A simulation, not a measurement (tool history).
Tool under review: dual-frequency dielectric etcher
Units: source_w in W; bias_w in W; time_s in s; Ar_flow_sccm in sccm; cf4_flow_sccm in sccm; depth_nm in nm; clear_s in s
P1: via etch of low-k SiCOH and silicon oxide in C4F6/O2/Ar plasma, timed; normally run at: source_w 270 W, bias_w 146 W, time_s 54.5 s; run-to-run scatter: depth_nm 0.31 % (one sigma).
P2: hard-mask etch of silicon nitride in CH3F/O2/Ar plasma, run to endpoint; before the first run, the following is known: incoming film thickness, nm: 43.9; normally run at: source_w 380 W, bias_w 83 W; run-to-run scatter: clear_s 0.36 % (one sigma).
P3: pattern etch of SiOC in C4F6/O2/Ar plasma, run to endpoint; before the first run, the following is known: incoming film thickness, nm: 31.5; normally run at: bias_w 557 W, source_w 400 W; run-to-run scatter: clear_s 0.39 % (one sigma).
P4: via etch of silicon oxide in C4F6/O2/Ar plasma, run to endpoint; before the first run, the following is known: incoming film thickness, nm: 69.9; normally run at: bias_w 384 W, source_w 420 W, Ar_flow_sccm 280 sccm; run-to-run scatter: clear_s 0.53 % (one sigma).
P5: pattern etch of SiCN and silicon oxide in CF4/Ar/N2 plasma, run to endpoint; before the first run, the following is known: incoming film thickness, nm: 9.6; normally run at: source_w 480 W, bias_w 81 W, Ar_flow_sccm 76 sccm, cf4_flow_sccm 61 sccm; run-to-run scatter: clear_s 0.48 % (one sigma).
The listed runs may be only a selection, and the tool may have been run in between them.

run   hour  process  source_w  bias_w  time_s  Ar_flow_sccm  cf4_flow_sccm  depth_nm  clear_s
  1    7.9       P1       270     146    54.5                                 115.74
  2     15       P5       480      81                    50             61             9.0427
  3   26.4       P2       380      48                                                  71.872
      28.4  -- source power generator calibrated
  4   35.5       P2       250      83                                                  69.773
      44.6  -- wet clean of the chamber
  5   47.7       P3       400     377                                                  11.891
  6   55.9       P1       270     174    54.5                                 122.53
  7   63.6       P1       270     115    54.5                                 108.25
  8   70.4       P1       270     146    54.5                                 115.77
  9   76.7       P5       480      59                    76             61             10.652
 10   83.8       P2       380      83                                                  60.047
 11   96.1       P5       480      81                    76             78              9.289
 12  102.8       P1       270     146    54.5                                 116.26
 13  110.8       P1       270     146    34.5                                 73.378
 14  118.5       P1       340     146    54.5                                 127.27
 15  124.4       P3       400     557                                                  10.325
 16  135.6       P2       380      83                                                  59.744
 17  143.7       P4       580     384                   280                            14.618
 18  151.9       P4       420     384                   280                            16.568
 19  158.5       P4       420     384                   194                            15.805
 20  166.4       P4       420     384                   280                            16.495
 21  177.7       P1       270     120      41                                 82.107
 22  185.7       P5       300      81                    76             61             14.576
 23  194.1       P1       220     146    54.5                                 107.29
 24    203       P5       480      81                    76             61             9.5391
 25  211.4       P1       270     146      80                                 169.71
 26  223.7       P1       270     146    54.5                                 115.78
 27  230.6       P3       480     557                                                  9.6518
 28    243       P1       270     146    54.5                                 115.68
 29    250       P4       420     239                   280                            19.386
 30  259.2       P1       270     146    54.5                                 116.24
 31  267.6       P1       270     146    54.5                                  115.1
 32  273.7       P1       270     146    54.5                                 114.98
 33  283.3       P1       270     146    54.5                                 114.14
 34  295.4       P1       270     146    54.5                                 114.23
 35  301.8       P1       270     146    54.5                                 114.79
     302.3  -- wet clean of the chamber
 36  308.4       P1       270     146    54.5                                 114.08
 37  318.7       P1       270     146    54.5                                 113.84
 38  328.4       P1       270     146    54.5                                 113.53
 39    340       P1       270     146    54.5                                 114.03

P1 no longer gives what it gave before; its output has crept away from where it was. The following 2 causes, each at its listed size, fit the log equally well:
A: source power that arrives under what is set, % = 3.89
B: bias power that arrives under what is set, % = 4.9
The onset of the drift is placed at about hour 259.2.
Every other cause this tool's parts could produce, and why it does not fit the log:
chamber walls in a state that lowers the etch rate, %: its service at hour 302.3 followed the start of the drift and did not put the process back to its old value

You are offered 4 check runs, listed below with question marks in place of their results; each one averages 3 wafers. Which run separates the listed causes by giving clearly different results for each?
check 1  351.6       P4       570     384                   209                                 ?
check 2  351.6       P5       480      63                    52             61                  ?
check 3  351.6       P2       290      51                                                       ?
check 4  351.6       P3       470     441                                                       ?

How each check would come out, cause by cause:
  check   result    if A    if B
check 1  clear_s  14.478  14.517
check 2  clear_s  10.225  10.019
check 3  clear_s  79.495  79.567
check 4  clear_s  10.734   10.77
Gap, in per cent, between the two causes that each check separates least, read from the result that separates them most: check 1 0.27 %; check 2 2.04 %; check 3 0.09 %; check 4 0.34 %
The other checks would show nearly matching results whichever cause is true, so check 2 is the only one that separates the causes.

Then check 2 was run and gave: clear_s 10.214 s. Which cause is it?

The cause is A: source power that arrives under what is set, %.
